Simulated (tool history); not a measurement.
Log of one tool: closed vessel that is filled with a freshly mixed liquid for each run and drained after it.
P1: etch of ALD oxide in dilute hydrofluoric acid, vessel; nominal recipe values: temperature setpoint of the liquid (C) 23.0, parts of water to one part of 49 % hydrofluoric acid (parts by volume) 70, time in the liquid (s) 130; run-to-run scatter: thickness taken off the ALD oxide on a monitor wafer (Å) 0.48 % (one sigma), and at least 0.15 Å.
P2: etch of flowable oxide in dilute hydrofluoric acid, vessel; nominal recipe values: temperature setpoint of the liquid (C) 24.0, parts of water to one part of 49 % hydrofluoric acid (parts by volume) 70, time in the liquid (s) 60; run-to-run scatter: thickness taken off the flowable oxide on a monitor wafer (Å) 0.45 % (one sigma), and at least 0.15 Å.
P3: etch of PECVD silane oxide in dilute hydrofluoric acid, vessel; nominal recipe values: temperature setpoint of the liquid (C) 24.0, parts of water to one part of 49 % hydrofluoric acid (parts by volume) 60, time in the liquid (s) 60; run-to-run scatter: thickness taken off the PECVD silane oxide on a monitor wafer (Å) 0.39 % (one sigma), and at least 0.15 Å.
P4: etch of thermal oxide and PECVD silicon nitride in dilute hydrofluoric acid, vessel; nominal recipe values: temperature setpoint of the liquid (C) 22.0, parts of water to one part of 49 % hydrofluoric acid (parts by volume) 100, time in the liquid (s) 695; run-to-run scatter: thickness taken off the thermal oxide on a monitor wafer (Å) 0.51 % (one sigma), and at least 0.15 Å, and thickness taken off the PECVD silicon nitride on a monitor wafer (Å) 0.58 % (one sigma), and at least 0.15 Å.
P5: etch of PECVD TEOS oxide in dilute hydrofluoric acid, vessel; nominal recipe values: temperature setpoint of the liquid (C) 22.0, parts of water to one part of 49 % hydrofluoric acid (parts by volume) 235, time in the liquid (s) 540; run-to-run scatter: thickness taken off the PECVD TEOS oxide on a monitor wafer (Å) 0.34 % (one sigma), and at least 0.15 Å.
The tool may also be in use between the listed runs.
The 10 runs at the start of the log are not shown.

run,hour,process that ran,temperature setpoint of the liquid (C),parts of water to one part of 49 % hydrofluoric acid (parts by volume),time in the liquid (s),hours since the thermometer was replaced,hours since the hydrofluoric acid flow meter was replaced,thickness taken off the ALD oxide on a monitor wafer (Å),thickness taken off the PECVD TEOS oxide on a monitor wafer (Å),thickness taken off the flowable oxide on a monitor wafer (Å),thickness taken off the thermal oxide on a monitor wafer (Å),thickness taken off the PECVD silicon nitride on a monitor wafer (Å),thickness taken off the PECVD silane oxide on a monitor wafer (Å)
11,129.1,P5,26.0,235,540,70.9,56.2,,216.06,,,,
12,140.0,P1,23.0,70,130,81.8,67.1,183.03,,,,,
13,150.3,P3,24.0,60,95,92.1,77.4,,,,,,380.85
14,164.6,P4,22.0,100,60,106.4,91.7,,,,25.454,15.078,
15,176.4,P3,24.0,105,60,118.2,103.5,,,,,,129.11
16,191.9,P5,22.0,235,925,133.7,119.0,,321.01,,,,
17,204.0,P1,23.0,70,30,145.8,131.1,42.03,,,,,
18,219.1,P4,22.0,100,695,160.9,146.2,,,,299.570,176.310,
19,230.3,P1,23.0,70,130,172.1,157.4,182.77,,,,,
20,238.2,P4,30.0,100,695,180.0,165.3,,,,405.150,292.550,
21,252.8,P1,23.0,70,215,194.6,179.9,302.74,,,,,
22,263.8,P3,24.0,60,60,205.6,190.9,,,,,,242.45
23,271.6,P1,23.0,35,130,213.4,198.7,381.67,,,,,
24,286.9,P1,28.5,70,130,228.7,214.0,226.71,,,,,
25,294.5,P2,24.0,20,60,236.3,221.6,,,1539.60,,,
26,304.2,P3,17.0,60,60,246.0,231.3,,,,,,179.99
27,317.2,P1,23.0,70,130,259.0,244.3,181.28,,,,,
28,332.5,P2,17.0,70,60,274.3,259.6,,,308.46,,,
29,347.3,P1,18.0,70,130,289.1,274.4,147.27,,,,,
30,362.0,P1,27.0,30,130,303.8,289.1,529.83,,,,,

What will run 31 give?
31,372.5,P1,23.0,70,130,314.3,299.6,?,,,,,

thickness taken off the ALD oxide on a monitor wafer (Å): 182.88
